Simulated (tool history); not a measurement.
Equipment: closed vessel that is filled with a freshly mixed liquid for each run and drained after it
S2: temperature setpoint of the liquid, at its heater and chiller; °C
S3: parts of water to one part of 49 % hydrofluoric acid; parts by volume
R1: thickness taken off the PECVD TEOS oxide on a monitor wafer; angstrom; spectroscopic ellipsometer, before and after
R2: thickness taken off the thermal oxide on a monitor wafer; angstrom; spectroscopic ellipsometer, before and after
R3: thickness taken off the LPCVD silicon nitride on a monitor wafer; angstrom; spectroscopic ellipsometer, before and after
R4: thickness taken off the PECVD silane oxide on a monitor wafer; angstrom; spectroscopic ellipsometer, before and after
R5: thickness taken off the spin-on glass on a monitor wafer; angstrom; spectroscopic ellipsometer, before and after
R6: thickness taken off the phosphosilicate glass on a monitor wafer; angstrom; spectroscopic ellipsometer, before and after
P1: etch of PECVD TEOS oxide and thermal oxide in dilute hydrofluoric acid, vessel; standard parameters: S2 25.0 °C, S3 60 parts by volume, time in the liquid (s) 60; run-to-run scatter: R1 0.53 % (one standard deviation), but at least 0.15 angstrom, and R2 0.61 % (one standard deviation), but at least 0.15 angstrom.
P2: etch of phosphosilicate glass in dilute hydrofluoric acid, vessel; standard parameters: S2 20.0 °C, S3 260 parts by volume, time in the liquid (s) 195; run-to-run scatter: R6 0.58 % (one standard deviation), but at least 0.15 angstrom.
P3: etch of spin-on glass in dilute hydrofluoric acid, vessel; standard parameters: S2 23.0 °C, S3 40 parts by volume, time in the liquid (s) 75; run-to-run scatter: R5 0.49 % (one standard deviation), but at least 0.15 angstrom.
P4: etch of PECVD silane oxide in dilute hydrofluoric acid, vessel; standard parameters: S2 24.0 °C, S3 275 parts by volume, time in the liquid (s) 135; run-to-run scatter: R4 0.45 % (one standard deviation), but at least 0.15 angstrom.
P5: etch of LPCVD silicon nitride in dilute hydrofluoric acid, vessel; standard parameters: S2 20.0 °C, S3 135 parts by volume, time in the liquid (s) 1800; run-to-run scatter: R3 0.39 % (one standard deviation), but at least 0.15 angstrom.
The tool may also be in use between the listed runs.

run 1 hour=10.9 | process_that_ran=P1 S2=25.0 S3=60 time_in_the_liquid_(s)=60 | R1=203.350 R2=47.239
run 2 hour=18.3 | process_that_ran=P1 S2=25.0 S3=20 time_in_the_liquid_(s)=60 | R1=636.590 R2=149.720
run 3 hour=29.0 | process_that_ran=P1 S2=32.5 S3=30 time_in_the_liquid_(s)=60 | R1=569.090 R2=133.440
run 4 hour=37.0 | process_that_ran=P1 S2=25.0 S3=105 time_in_the_liquid_(s)=60 | R1=109.760 R2=25.212
-- hour=45.0 hydrofluoric acid flow meter replaced
run 5 hour=50.4 | process_that_ran=P5 S2=20.0 S3=135 time_in_the_liquid_(s)=1800 | R3=50.720
run 6 hour=61.7 | process_that_ran=P4 S2=24.0 S3=275 time_in_the_liquid_(s)=30 | R4=14.353
run 7 hour=73.0 | process_that_ran=P1 S2=25.0 S3=60 time_in_the_liquid_(s)=110 | R1=367.210 R2=85.452
run 8 hour=81.6 | process_that_ran=P1 S2=29.5 S3=60 time_in_the_liquid_(s)=60 | R1=240.320 R2=56.328
run 9 hour=88.6 | process_that_ran=P1 S2=21.5 S3=60 time_in_the_liquid_(s)=60 | R1=176.560 R2=41.393
run 10 hour=102.5 | process_that_ran=P3 S2=23.0 S3=40 time_in_the_liquid_(s)=75 | R5=548.23
run 11 hour=111.6 | process_that_ran=P1 S2=25.0 S3=60 time_in_the_liquid_(s)=30 | R1=100.100 R2=23.702
run 12 hour=122.3 | process_that_ran=P2 S2=17.0 S3=260 time_in_the_liquid_(s)=195 | R6=384.38
run 13 hour=136.1 | process_that_ran=P3 S2=23.0 S3=40 time_in_the_liquid_(s)=125 | R5=911.35
run 14 hour=148.9 | process_that_ran=P2 S2=20.0 S3=60 time_in_the_liquid_(s)=195 | R6=2298.10
run 15 hour=158.6 | process_that_ran=P3 S2=23.0 S3=40 time_in_the_liquid_(s)=75 | R5=546.45
run 16 hour=165.9 | process_that_ran=P4 S2=24.0 S3=275 time_in_the_liquid_(s)=135 | R4=64.291
run 17 hour=175.4 | process_that_ran=P4 S2=18.5 S3=275 time_in_the_liquid_(s)=135 | R4=52.275
run 18 hour=187.3 | process_that_ran=P1 S2=30.5 S3=60 time_in_the_liquid_(s)=105 | R1=438.610 R2=102.350
run 19 hour=199.5 | process_that_ran=P1 S2=25.0 S3=60 time_in_the_liquid_(s)=60 | R1=201.780 R2=46.944
run 20 hour=208.0 | process_that_ran=P3 S2=17.0 S3=40 time_in_the_liquid_(s)=75 | R5=423.50
run 21 hour=217.8 | process_that_ran=P5 S2=20.0 S3=135 time_in_the_liquid_(s)=1800 | R3=50.508
run 22 hour=224.0 | process_that_ran=P3 S2=23.0 S3=55 time_in_the_liquid_(s)=75 | R5=388.75
run 23 hour=232.4 | process_that_ran=P2 S2=20.0 S3=260 time_in_the_liquid_(s)=195 | R6=429.62
run 24 hour=240.3 | process_that_ran=P1 S2=25.0 S3=60 time_in_the_liquid_(s)=60 | R1=200.400 R2=46.903
run 25 hour=251.0 | process_that_ran=P4 S2=24.0 S3=110 time_in_the_liquid_(s)=135 | R4=192.680
run 26 hour=263.1 | process_that_ran=P5 S2=27.0 S3=135 time_in_the_liquid_(s)=1800 | R3=79.946
run 27 hour=269.2 | process_that_ran=P1 S2=25.0 S3=60 time_in_the_liquid_(s)=60 | R1=203.400 R2=46.564
run 28 hour=281.4 | process_that_ran=P5 S2=20.0 S3=200 time_in_the_liquid_(s)=1800 | R3=34.664
run 29 hour=289.3 | process_that_ran=P5 S2=20.0 S3=135 time_in_the_liquid_(s)=3555 | R3=100.200
run 30 hour=303.2 | process_that_ran=P1 S2=25.0 S3=60 time_in_the_liquid_(s)=60 | R1=203.390 R2=47.602
run 31 hour=316.6 | process_that_ran=P1 S2=25.0 S3=60 time_in_the_liquid_(s)=60 | R1=201.170 R2=46.851
run 32 hour=328.1 | process_that_ran=P2 S2=20.0 S3=260 time_in_the_liquid_(s)=335 | R6=737.24
run 33 hour=334.6 | process_that_ran=P1 S2=25.0 S3=80 time_in_the_liquid_(s)=30 | R1=74.215 R2=17.394
run 34 hour=348.2 | process_that_ran=P1 S2=25.0 S3=60 time_in_the_liquid_(s)=60 | R1=203.470 R2=46.979
run 35 hour=361.2 | process_that_ran=P1 S2=25.0 S3=60 time_in_the_liquid_(s)=60 | R1=202.040 R2=47.147
run 36 hour=371.1 | process_that_ran=P1 S2=25.0 S3=60 time_in_the_liquid_(s)=60 | R1=195.820 R2=45.725
run 37 hour=378.9 | process_that_ran=P1 S2=25.0 S3=60 time_in_the_liquid_(s)=60 | R1=195.060 R2=44.510
run 38 hour=391.0 | process_that_ran=P1 S2=25.0 S3=60 time_in_the_liquid_(s)=60 | R1=192.840 R2=44.404
run 39 hour=399.1 | process_that_ran=P1 S2=25.0 S3=60 time_in_the_liquid_(s)=60 | R1=190.870 R2=44.433
run 40 hour=408.4 | process_that_ran=P1 S2=25.0 S3=60 time_in_the_liquid_(s)=60 | R1=190.760 R2=44.053
run 41 hour=420.6 | process_that_ran=P1 S2=25.0 S3=60 time_in_the_liquid_(s)=60 | R1=191.390 R2=44.931

What P1 gives has crept off from where it sat before. The 2 causes that follow fit the log equally well, each at the size noted:
A: liquid colder than its thermometer reads (K) = 1.53
B: hydrofluoric acid flow below the setpoint (%) = 5.59
The drift started at roughly hour 361.2.

The check runs listed below each take one wafer, and their results are still question marks. Under which run would the listed causes lead to clearly different results?
run check 1 hour=432.8 | process_that_ran=P4 S2=24.0 S3=145 time_in_the_liquid_(s)=90 | R4=?
run check 2 hour=432.8 | process_that_ran=P3 S2=17.0 S3=40 time_in_the_liquid_(s)=75 | R5=?
run check 3 hour=432.8 | process_that_ran=P5 S2=27.0 S3=135 time_in_the_liquid_(s)=3430 | R3=?
run check 4 hour=432.8 | process_that_ran=P2 S2=17.0 S3=260 time_in_the_liquid_(s)=325 | R6=?

Predicted outcomes, by check and by cause:
check=check_1 result=R4 if_A=87.451 if_B=86.734
check=check_2 result=R5 if_A=395.13 if_B=397.97
check=check_3 result=R3 if_A=138.590 if_B=144.230
check=check_4 result=R6 if_A=602.21 if_B=595.59
Separation of the two closest causes in each check, using whichever result separates them best: check 1 0.82 %; check 2 0.71 %; check 3 3.99 %; check 4 1.11 %
Only in check 3 would the causes give clearly different results; in the remaining checks their results would be nearly the same.

Check 3 was then run and gave: R3 144.320 angstrom. Which cause is it?

It was cause B: hydrofluoric acid flow below the setpoint (%).

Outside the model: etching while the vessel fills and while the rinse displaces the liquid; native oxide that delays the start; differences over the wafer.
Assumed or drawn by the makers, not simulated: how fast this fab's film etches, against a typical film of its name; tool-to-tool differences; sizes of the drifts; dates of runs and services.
